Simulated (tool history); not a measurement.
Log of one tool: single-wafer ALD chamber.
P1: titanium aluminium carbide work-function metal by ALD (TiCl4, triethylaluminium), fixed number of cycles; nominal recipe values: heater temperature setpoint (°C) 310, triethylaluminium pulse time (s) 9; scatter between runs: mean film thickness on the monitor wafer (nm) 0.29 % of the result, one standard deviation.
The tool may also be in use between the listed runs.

| run | day | heater temperature setpoint (°C) | triethylaluminium pulse time (s) | mean film thickness on the monitor wafer (nm) |
|---|---|---|---|---|
| 1 | 0.25 | 310 | 9 | 2.1241 |
| 2 | 0.508 | 310 | 9 | 2.1335 |
| 3 | 0.904 | 334 | 9 | 2.34 |
| 4 | 1.233 | 310 | 3.29 | 1.5072 |
| 5 | 1.475 | 323 | 5.3 | 1.9582 |
| 6 | 1.692 | 310 | 9 | 2.1245 |
| 7 | 1.967 | 310 | 13.52 | 2.2012 |
| 8 | 2.283 | 289 | 9 | 1.94 |
| 9 | 2.608 | 326 | 13.05 | 2.3531 |
| 10 | 2.979 | 310 | 9 | 2.1268 |
| 11 | 3.3 | 310 | 9 | 2.1399 |
| 12 | 3.671 | 310 | 9 | 2.1239 |
| 13 | 3.954 | 310 | 9 | 2.0986 |
| 14 | 4.283 | 310 | 9 | 2.1052 |
| 15 | 4.638 | 310 | 9 | 2.098 |
| 16 | 4.95 | 310 | 9 | 2.0817 |
| 17 | 5.212 | 310 | 9 | 2.0901 |
| 18 | 5.396 | 310 | 9 | 2.0791 |
| 19 | 5.692 | 310 | 9 | 2.0841 |
| 20 | 5.938 | 310 | 9 | 2.094 |
| 21 | 6.15 | 310 | 9 | 2.0739 |
| 22 | 6.417 | 310 | 9 | 2.0829 |
| 23 | 6.662 | 310 | 9 | 2.09 |

What P1 gives has crept away from where it was. These 2 causes fit the log equally well, each at the size given:
A: triethylaluminium dose below that of a fresh bottle (%) = 11.6
B: wafer temperature below the value expected at the setpoint (K) = 4.84
Creep in the process output first set in at about day 3.671.

Of the 4 check runs listed below, each run on one wafer and each result written as a question mark, which would let you distinguish the listed causes because they would give clearly different results?
| check 1 | 6.908 | 330 | 9 | ? |
| check 2 | 6.908 | 329 | 9 | ? |
| check 3 | 6.908 | 292 | 3.55 | ? |
| check 4 | 6.908 | 328 | 9 | ? |

Outcome of each check run for each possible cause:
| check | result | if A | if B |
|---|---|---|---|
| check 1 | mean film thickness on the monitor wafer (nm) | 2.2572 | 2.2604 |
| check 2 | mean film thickness on the monitor wafer (nm) | 2.2483 | 2.2514 |
| check 3 | mean film thickness on the monitor wafer (nm) | 1.3603 | 1.4212 |
| check 4 | mean film thickness on the monitor wafer (nm) | 2.2395 | 2.2424 |
Separation of the two closest causes in each check, using whichever result separates them best: check 1 0.14 %; check 2 0.14 %; check 3 4.38 %; check 4 0.13 %
The other checks would show nearly matching results whichever cause is true, so check 3 is the only one that separates the causes.

The results of check 3 are: mean film thickness on the monitor wafer (nm) 1.416. Based on these, which of the listed causes is it?

The correct cause is B, namely: wafer temperature below the value expected at the setpoint (K).
